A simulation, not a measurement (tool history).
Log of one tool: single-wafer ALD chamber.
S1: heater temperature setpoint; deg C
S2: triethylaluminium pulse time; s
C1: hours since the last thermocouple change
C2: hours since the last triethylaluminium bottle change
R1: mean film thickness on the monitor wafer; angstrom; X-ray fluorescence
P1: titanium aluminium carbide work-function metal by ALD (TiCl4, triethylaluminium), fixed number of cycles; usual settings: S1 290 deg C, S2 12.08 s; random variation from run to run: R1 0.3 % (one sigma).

Run 1, hour 4.5: S1 290 deg C, S2 12.08 s; C1 594.3; C2 1252.5. Result: R1 18.879 angstrom.
Run 2, hour 10.7: S1 290 deg C, S2 5.39 s; C1 600.5; C2 1258.7. Result: R1 16.265 angstrom.
Run 3, hour 17.2: S1 309 deg C, S2 5.22 s; C1 607.0; C2 1265.2. Result: R1 17.467 angstrom.
Run 4, hour 23.5: S1 290 deg C, S2 12.08 s; C1 613.3; C2 1271.5. Result: R1 18.867 angstrom.
Run 5, hour 33.0: S1 311 deg C, S2 16.84 s; C1 622.8; C2 1281.0. Result: R1 21.028 angstrom.
Run 6, hour 38.5: S1 290 deg C, S2 12.08 s; C1 628.3; C2 1286.5. Result: R1 18.989 angstrom.
Run 7, hour 46.6: S1 290 deg C, S2 12.08 s; C1 636.4; C2 1294.6. Result: R1 19.023 angstrom.
Run 8, hour 51.9: S1 267 deg C, S2 12.08 s; C1 641.7; C2 1299.9. Result: R1 16.943 angstrom.
Run 9, hour 61.4: S1 309 deg C, S2 16.25 s; C1 651.2; C2 1309.4. Result: R1 21.016 angstrom.
Run 10, hour 70.1: S1 290 deg C, S2 12.08 s; C1 659.9; C2 1318.1. Result: R1 18.939 angstrom.
Run 11, hour 77.4: S1 290 deg C, S2 19.24 s; C1 667.2; C2 1325.4. Result: R1 19.288 angstrom.

Forecast run 12:
Run 12, hour 85.0: S1 314 deg C, S2 12.08 s; C1 674.8; C2 1333.0. Result: R1 ?.

{"run 12": {"R1": 20.939}}
